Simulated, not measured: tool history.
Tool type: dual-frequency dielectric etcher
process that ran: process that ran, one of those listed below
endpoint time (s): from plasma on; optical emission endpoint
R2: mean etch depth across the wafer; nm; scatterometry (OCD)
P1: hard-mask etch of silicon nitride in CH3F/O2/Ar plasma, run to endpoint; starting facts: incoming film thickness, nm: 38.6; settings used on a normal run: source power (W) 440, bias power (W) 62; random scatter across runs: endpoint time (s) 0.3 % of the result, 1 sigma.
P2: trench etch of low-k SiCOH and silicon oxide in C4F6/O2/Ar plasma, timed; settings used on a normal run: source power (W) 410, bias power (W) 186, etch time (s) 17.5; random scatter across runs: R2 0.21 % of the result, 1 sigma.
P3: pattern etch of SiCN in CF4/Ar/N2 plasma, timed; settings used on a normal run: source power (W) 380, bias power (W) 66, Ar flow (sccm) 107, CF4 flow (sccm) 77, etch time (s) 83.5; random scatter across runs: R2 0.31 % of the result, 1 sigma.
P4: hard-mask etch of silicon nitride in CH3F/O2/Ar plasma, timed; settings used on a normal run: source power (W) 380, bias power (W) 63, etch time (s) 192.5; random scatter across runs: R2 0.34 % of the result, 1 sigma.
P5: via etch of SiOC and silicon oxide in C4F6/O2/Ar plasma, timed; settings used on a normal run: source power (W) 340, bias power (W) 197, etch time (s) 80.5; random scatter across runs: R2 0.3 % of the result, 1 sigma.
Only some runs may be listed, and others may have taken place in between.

run 1 hour=6.5 | process_that_ran=P1 source_power_(W)=440 bias_power_(W)=62 | endpoint_time_(s)=57.713
run 2 hour=20.5 | process_that_ran=P3 source_power_(W)=380 bias_power_(W)=88 Ar_flow_(sccm)=107 CF4_flow_(sccm)=77 etch_time_(s)=83.5 | R2=67.014
run 3 hour=33.9 | process_that_ran=P2 source_power_(W)=410 bias_power_(W)=186 etch_time_(s)=9.5 | R2=29.369
run 4 hour=47.1 | process_that_ran=P4 source_power_(W)=460 bias_power_(W)=63 etch_time_(s)=192.5 | R2=137.93
run 5 hour=56.6 | process_that_ran=P5 source_power_(W)=340 bias_power_(W)=197 etch_time_(s)=80.5 | R2=88.294
run 6 hour=69.9 | process_that_ran=P1 source_power_(W)=280 bias_power_(W)=48 | endpoint_time_(s)=74.728
run 7 hour=78.8 | process_that_ran=P3 source_power_(W)=380 bias_power_(W)=66 Ar_flow_(sccm)=107 CF4_flow_(sccm)=109 etch_time_(s)=83.5 | R2=63.873
run 8 hour=89.4 | process_that_ran=P1 source_power_(W)=260 bias_power_(W)=62 | endpoint_time_(s)=70.741
run 9 hour=100.1 | process_that_ran=P2 source_power_(W)=410 bias_power_(W)=186 etch_time_(s)=17.5 | R2=53.858
run 10 hour=110.2 | process_that_ran=P2 source_power_(W)=410 bias_power_(W)=133 etch_time_(s)=17.5 | R2=48.711
run 11 hour=122.3 | process_that_ran=P4 source_power_(W)=380 bias_power_(W)=63 etch_time_(s)=289.5 | R2=190.67
run 12 hour=129.9 | process_that_ran=P5 source_power_(W)=340 bias_power_(W)=260 etch_time_(s)=80.5 | R2=97.073
run 13 hour=142.4 | process_that_ran=P3 source_power_(W)=490 bias_power_(W)=66 Ar_flow_(sccm)=107 CF4_flow_(sccm)=77 etch_time_(s)=83.5 | R2=76.138
run 14 hour=150.9 | process_that_ran=P3 source_power_(W)=380 bias_power_(W)=66 Ar_flow_(sccm)=107 CF4_flow_(sccm)=77 etch_time_(s)=83.5 | R2=60.636
run 15 hour=164.7 | process_that_ran=P1 source_power_(W)=440 bias_power_(W)=62 | endpoint_time_(s)=57.846
run 16 hour=174.2 | process_that_ran=P1 source_power_(W)=440 bias_power_(W)=62 | endpoint_time_(s)=57.693
run 17 hour=186.4 | process_that_ran=P3 source_power_(W)=380 bias_power_(W)=66 Ar_flow_(sccm)=107 CF4_flow_(sccm)=77 etch_time_(s)=83.5 | R2=60.541
run 18 hour=196.1 | process_that_ran=P5 source_power_(W)=420 bias_power_(W)=197 etch_time_(s)=80.5 | R2=95.029
run 19 hour=206.7 | process_that_ran=P1 source_power_(W)=440 bias_power_(W)=47 | endpoint_time_(s)=62.809
run 20 hour=213 | process_that_ran=P4 source_power_(W)=380 bias_power_(W)=63 etch_time_(s)=192.5 | R2=127.03
-- hour=214.5 wet clean of the chamber
run 21 hour=219.4 | process_that_ran=P1 source_power_(W)=600 bias_power_(W)=62 | endpoint_time_(s)=51.039
run 22 hour=226.4 | process_that_ran=P4 source_power_(W)=380 bias_power_(W)=41 etch_time_(s)=192.5 | R2=111.8
run 23 hour=237.1 | process_that_ran=P2 source_power_(W)=570 bias_power_(W)=186 etch_time_(s)=17.5 | R2=61.343
run 24 hour=249.9 | process_that_ran=P3 source_power_(W)=380 bias_power_(W)=66 Ar_flow_(sccm)=107 CF4_flow_(sccm)=77 etch_time_(s)=58 | R2=42.272
run 25 hour=263.6 | process_that_ran=P1 source_power_(W)=440 bias_power_(W)=62 | endpoint_time_(s)=57.468
run 26 hour=276 | process_that_ran=P3 source_power_(W)=380 bias_power_(W)=66 Ar_flow_(sccm)=64 CF4_flow_(sccm)=77 etch_time_(s)=83.5 | R2=65.198
run 27 hour=287.4 | process_that_ran=P4 source_power_(W)=380 bias_power_(W)=63 etch_time_(s)=192.5 | R2=127.8
run 28 hour=298 | process_that_ran=P1 source_power_(W)=320 bias_power_(W)=40 | endpoint_time_(s)=74.936
run 29 hour=309.3 | process_that_ran=P5 source_power_(W)=340 bias_power_(W)=197 etch_time_(s)=44.5 | R2=48.553
run 30 hour=322.1 | process_that_ran=P1 source_power_(W)=300 bias_power_(W)=43 | endpoint_time_(s)=75.055
run 31 hour=333.1 | process_that_ran=P1 source_power_(W)=440 bias_power_(W)=81 | endpoint_time_(s)=52.476
run 32 hour=339.3 | process_that_ran=P1 source_power_(W)=440 bias_power_(W)=62 | endpoint_time_(s)=57.995
run 33 hour=350.2 | process_that_ran=P1 source_power_(W)=440 bias_power_(W)=62 | endpoint_time_(s)=58.244
run 34 hour=356.6 | process_that_ran=P1 source_power_(W)=440 bias_power_(W)=62 | endpoint_time_(s)=58.326
run 35 hour=369.4 | process_that_ran=P1 source_power_(W)=440 bias_power_(W)=62 | endpoint_time_(s)=58.309
run 36 hour=383.1 | process_that_ran=P1 source_power_(W)=440 bias_power_(W)=62 | endpoint_time_(s)=58.453
-- hour=393 wet clean of the chamber
run 37 hour=394 | process_that_ran=P1 source_power_(W)=440 bias_power_(W)=62 | endpoint_time_(s)=58.963
run 38 hour=404.9 | process_that_ran=P1 source_power_(W)=440 bias_power_(W)=62 | endpoint_time_(s)=58.438
run 39 hour=416 | process_that_ran=P1 source_power_(W)=440 bias_power_(W)=62 | endpoint_time_(s)=58.516

P1 no longer gives what it gave before; its output has crept away from where it was. The following 2 causes, each at its listed size, fit the log equally well:
A: bias power that arrives under what is set, % = 4.54
B: source power that arrives under what is set, % = 3.88
The creep began at about hour 339.3.
Why every other cause is out:
chamber walls in a state that lowers the etch rate, %: serviced at hour 393, after the drift had started, without restoring the earlier output

You are offered 4 check runs, listed below with question marks in place of their results; each one averages 2 wafers. Which run separates the listed causes by giving clearly different results for each?
run check 1 hour=427.1 | process_that_ran=P5 source_power_(W)=340 bias_power_(W)=244 etch_time_(s)=44.5 | R2=?
run check 2 hour=427.1 | process_that_ran=P2 source_power_(W)=410 bias_power_(W)=154 etch_time_(s)=10 | R2=?
run check 3 hour=427.1 | process_that_ran=P3 source_power_(W)=440 bias_power_(W)=66 Ar_flow_(sccm)=65 CF4_flow_(sccm)=77 etch_time_(s)=83.5 | R2=?
run check 4 hour=427.1 | process_that_ran=P4 source_power_(W)=380 bias_power_(W)=63 etch_time_(s)=284.5 | R2=?

If the cause were each of the candidates in turn, the checks would give the following:
check=check_1 result=R2 if_A=51.61 if_B=51.66
check=check_2 result=R2 if_A=28.623 if_B=28.58
check=check_3 result=R2 if_A=72.907 if_B=71.426
check=check_4 result=R2 if_A=185.85 if_B=185.91
Minimum pairwise separation of causes per check, each pair taken at its best-separating result: check 1 0.1 %; check 2 0.15 %; check 3 2.05 %; check 4 0.03 %
Only in check 3 would the causes give clearly different results; in the remaining checks their results would be nearly the same.

Check 3 has now been run. It gave: R2 71.167 nm. Which of the candidate causes is it?

Of the candidate causes, it is B: source power that arrives under what is set, %.
